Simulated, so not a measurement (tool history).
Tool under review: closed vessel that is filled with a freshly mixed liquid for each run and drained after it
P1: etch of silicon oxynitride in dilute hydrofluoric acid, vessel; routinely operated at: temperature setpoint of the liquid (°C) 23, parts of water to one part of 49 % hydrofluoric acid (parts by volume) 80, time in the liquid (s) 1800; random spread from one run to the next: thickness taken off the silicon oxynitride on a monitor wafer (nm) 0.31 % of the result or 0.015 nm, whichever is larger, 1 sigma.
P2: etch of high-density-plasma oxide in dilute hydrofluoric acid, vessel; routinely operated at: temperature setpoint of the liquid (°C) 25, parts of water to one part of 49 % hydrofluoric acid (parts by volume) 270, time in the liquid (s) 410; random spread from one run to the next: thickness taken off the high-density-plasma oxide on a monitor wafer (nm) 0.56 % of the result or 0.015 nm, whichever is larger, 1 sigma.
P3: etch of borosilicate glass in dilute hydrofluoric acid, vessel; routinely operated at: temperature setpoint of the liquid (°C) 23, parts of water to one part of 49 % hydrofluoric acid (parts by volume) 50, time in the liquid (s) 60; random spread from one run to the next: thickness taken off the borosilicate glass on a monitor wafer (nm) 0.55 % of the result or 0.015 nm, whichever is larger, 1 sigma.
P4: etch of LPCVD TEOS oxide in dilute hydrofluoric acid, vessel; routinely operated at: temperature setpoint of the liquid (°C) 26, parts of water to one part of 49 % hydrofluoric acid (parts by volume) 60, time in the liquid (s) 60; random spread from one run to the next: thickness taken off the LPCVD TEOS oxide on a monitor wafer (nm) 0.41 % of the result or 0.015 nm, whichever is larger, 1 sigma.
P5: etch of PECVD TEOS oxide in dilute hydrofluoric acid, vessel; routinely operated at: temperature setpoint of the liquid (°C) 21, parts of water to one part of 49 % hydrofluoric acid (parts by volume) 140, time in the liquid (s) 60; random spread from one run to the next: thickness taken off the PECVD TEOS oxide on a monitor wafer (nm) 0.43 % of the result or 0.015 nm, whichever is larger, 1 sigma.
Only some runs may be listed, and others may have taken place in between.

run,hour,process that ran,temperature setpoint of the liquid (°C),parts of water to one part of 49 % hydrofluoric acid (parts by volume),time in the liquid (s),hours since the thermometer was replaced,hours since the hydrofluoric acid flow meter was replaced,thickness taken off the silicon oxynitride on a monitor wafer (nm),thickness taken off the high-density-plasma oxide on a monitor wafer (nm),thickness taken off the borosilicate glass on a monitor wafer (nm),thickness taken off the PECVD TEOS oxide on a monitor wafer (nm),thickness taken off the LPCVD TEOS oxide on a monitor wafer (nm)
1,13.8,P1,23,80,1800,401.7,585.2,31.002,,,,
2,28.8,P2,25,465,410,416.7,600.2,,3.2072,,,
3,38.7,P1,23,80,1800,426.6,610.1,31.104,,,,
4,56.7,P1,23,140,1800,444.6,628.1,16.907,,,,
5,72.2,P1,23,80,1800,460.1,643.6,30.931,,,,
6,85.7,P1,17.5,80,1800,473.6,657.1,23.601,,,,
7,94,P1,27,20,1800,481.9,665.4,157.21,,,,
8,107.9,P1,23,80,1800,495.8,679.3,31.032,,,,
9,118.6,P3,17,50,60,506.5,690,,,30.856,,
10,137.2,P2,25,270,410,525.1,708.6,,6.7277,,,
11,152.9,P1,30.5,135,1800,540.8,724.3,24.577,,,,
12,162.9,P5,21,140,120,550.8,734.3,,,,16.9,
13,178,P4,26,60,105,565.9,749.4,,,,,47.718
14,187.2,P1,23,80,1800,575.1,758.6,30.888,,,,
15,203.6,P4,26,20,60,591.5,775,,,,,86.458
16,221.8,P3,23,50,60,609.7,793.2,,,39.832,,
17,236.8,P2,25,270,70,624.7,808.2,,1.1398,,,
18,247.2,P4,18,60,60,635.1,818.6,,,,,19.839
19,258.4,P5,21,140,60,646.3,829.8,,,,8.3348,
20,274.9,P1,28,20,1800,662.8,846.3,165.1,,,,
21,284.2,P1,23,80,615,672.1,855.6,10.54,,,,
22,303.2,P1,23,25,1800,691.1,874.6,103.22,,,,
23,321.4,P3,23,50,30,709.3,892.8,,,20.049,,
24,333.7,P1,23,80,3435,721.6,905.1,59.337,,,,
25,345.6,P5,21,40,60,733.5,917,,,,33.042,
26,356.1,P2,17,270,410,744,927.5,,4.9462,,,
27,372.7,P3,23,50,60,760.6,944.1,,,39.714,,
28,391.2,P3,23,20,60,779.1,962.6,,,102.59,,
29,410,P4,26,60,60,797.9,981.4,,,,,27.5
30,426.1,P1,29,80,1800,814,997.5,40.951,,,,
31,442.3,P4,26,60,60,830.2,1013.7,,,,,27.54
32,455.6,P5,17,140,60,843.5,1027,,,,7.1495,
33,471.8,P1,23,80,1800,859.7,1043.2,30.89,,,,
34,483.9,P1,23,80,1800,871.8,1055.3,30.059,,,,
35,497,P1,23,80,1800,884.9,1068.4,29.234,,,,
36,508,P1,23,80,1800,895.9,1079.4,29.016,,,,
37,526.2,P1,23,80,1800,914.1,1097.6,28.801,,,,
38,543.6,P1,23,80,1800,931.5,1115,28.687,,,,
39,557.4,P1,23,80,1800,945.3,1128.8,28.532,,,,

The output of P1 has drifted from where it used to be. Each of the 2 causes below, taken at the size shown beside it, accounts for the log equally well:
A: hydrofluoric acid flow below the setpoint (%) = 7.12
B: liquid colder than its thermometer reads (K) = 1.63
The drift started at roughly hour 471.8.

The 4 check runs listed below each average the results of 2 wafers, and their outcomes are marked with question marks. Under which run would the listed causes produce clearly different results?
check 1,571.2,P4,18.5,20,60,,,,,,,?
check 2,571.2,P3,23,20,60,,,,,?,,
check 3,571.2,P2,18,360,410,,,,?,,,
check 4,571.2,P5,17.5,50,60,,,,,,?,

What each check would give under each cause:
check,result,if A,if B
check 1,thickness taken off the LPCVD TEOS oxide on a monitor wafer (nm),58.621,58.824
check 2,thickness taken off the borosilicate glass on a monitor wafer (nm),95.971,96.549
check 3,thickness taken off the high-density-plasma oxide on a monitor wafer (nm),3.2625,3.3831
check 4,thickness taken off the PECVD TEOS oxide on a monitor wafer (nm),20.788,20.936
Per-check spread between the two closest causes, in the result where they differ most: check 1 0.35 %; check 2 0.6 %; check 3 3.63 %; check 4 0.71 %
Only in check 3 would the causes give clearly different results; in the remaining checks their results would be nearly the same.

Running check 3 produced the following: thickness taken off the high-density-plasma oxide on a monitor wafer (nm) 3.2938. Which one of the listed causes fits?

The cause is A: hydrofluoric acid flow below the setpoint (%).
